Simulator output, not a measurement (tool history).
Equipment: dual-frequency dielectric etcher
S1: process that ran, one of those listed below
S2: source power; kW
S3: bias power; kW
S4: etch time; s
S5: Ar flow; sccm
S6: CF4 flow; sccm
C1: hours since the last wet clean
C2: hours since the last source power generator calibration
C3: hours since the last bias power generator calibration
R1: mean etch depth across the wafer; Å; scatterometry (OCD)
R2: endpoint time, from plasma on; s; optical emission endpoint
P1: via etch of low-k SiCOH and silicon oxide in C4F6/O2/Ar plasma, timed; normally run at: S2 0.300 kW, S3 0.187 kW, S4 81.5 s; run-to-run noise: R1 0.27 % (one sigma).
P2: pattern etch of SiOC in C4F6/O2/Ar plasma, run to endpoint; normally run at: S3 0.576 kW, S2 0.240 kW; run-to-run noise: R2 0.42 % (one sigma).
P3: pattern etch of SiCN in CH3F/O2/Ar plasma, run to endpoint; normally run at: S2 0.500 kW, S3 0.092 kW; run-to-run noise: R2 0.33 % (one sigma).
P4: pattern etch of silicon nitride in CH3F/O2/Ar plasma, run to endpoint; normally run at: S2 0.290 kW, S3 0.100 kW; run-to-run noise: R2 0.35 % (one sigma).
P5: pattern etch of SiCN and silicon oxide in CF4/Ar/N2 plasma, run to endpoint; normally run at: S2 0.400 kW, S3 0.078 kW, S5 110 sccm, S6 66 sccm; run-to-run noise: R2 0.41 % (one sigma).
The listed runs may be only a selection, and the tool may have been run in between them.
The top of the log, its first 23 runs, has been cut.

run 24 day=13.388 | S1=P4 S2=0.290 S3=0.125 | C1=729.3 C2=2753.1 C3=1196.0 | R2=26.728
run 25 day=13.904 | S1=P4 S2=0.290 S3=0.100 | C1=741.7 C2=2765.5 C3=1208.4 | R2=29.116
run 26 day=14.638 | S1=P1 S2=0.380 S3=0.187 S4=81.5 | C1=759.3 C2=2783.1 C3=1226.0 | R1=2270.5
run 27 day=14.983 | S1=P3 S2=0.500 S3=0.092 | C1=767.6 C2=2791.4 C3=1234.3 | R2=24.452
run 28 day=15.367 | S1=P1 S2=0.300 S3=0.187 S4=81.5 | C1=776.8 C2=2800.6 C3=1243.5 | R1=2070.9
run 29 day=15.746 | S1=P1 S2=0.300 S3=0.187 S4=81.5 | C1=785.9 C2=2809.7 C3=1252.6 | R1=2068.3
run 30 day=16.083 | S1=P5 S2=0.400 S3=0.078 S5=110 S6=66 | C1=794.0 C2=2817.8 C3=1260.7 | R2=15.044
run 31 day=16.838 | S1=P1 S2=0.300 S3=0.187 S4=81.5 | C1=812.1 C2=2835.9 C3=1278.8 | R1=2064.9
run 32 day=17.246 | S1=P1 S2=0.300 S3=0.187 S4=81.5 | C1=821.9 C2=2845.7 C3=1288.6 | R1=2083.2
run 33 day=17.629 | S1=P1 S2=0.300 S3=0.187 S4=81.5 | C1=831.1 C2=2854.9 C3=1297.8 | R1=2082.0
run 34 day=18.225 | S1=P1 S2=0.300 S3=0.187 S4=81.5 | C1=845.4 C2=2869.2 C3=1312.1 | R1=2094.2

Run 35 comes next. What will it give?
-- day=18.442 wet clean of the chamber
run 35 day=18.617 | S1=P1 S2=0.300 S3=0.187 S4=81.5 | C1=4.3 C2=2878.6 C3=1321.5 | R1=?

{"run 35": {"R1": 2097.0}}
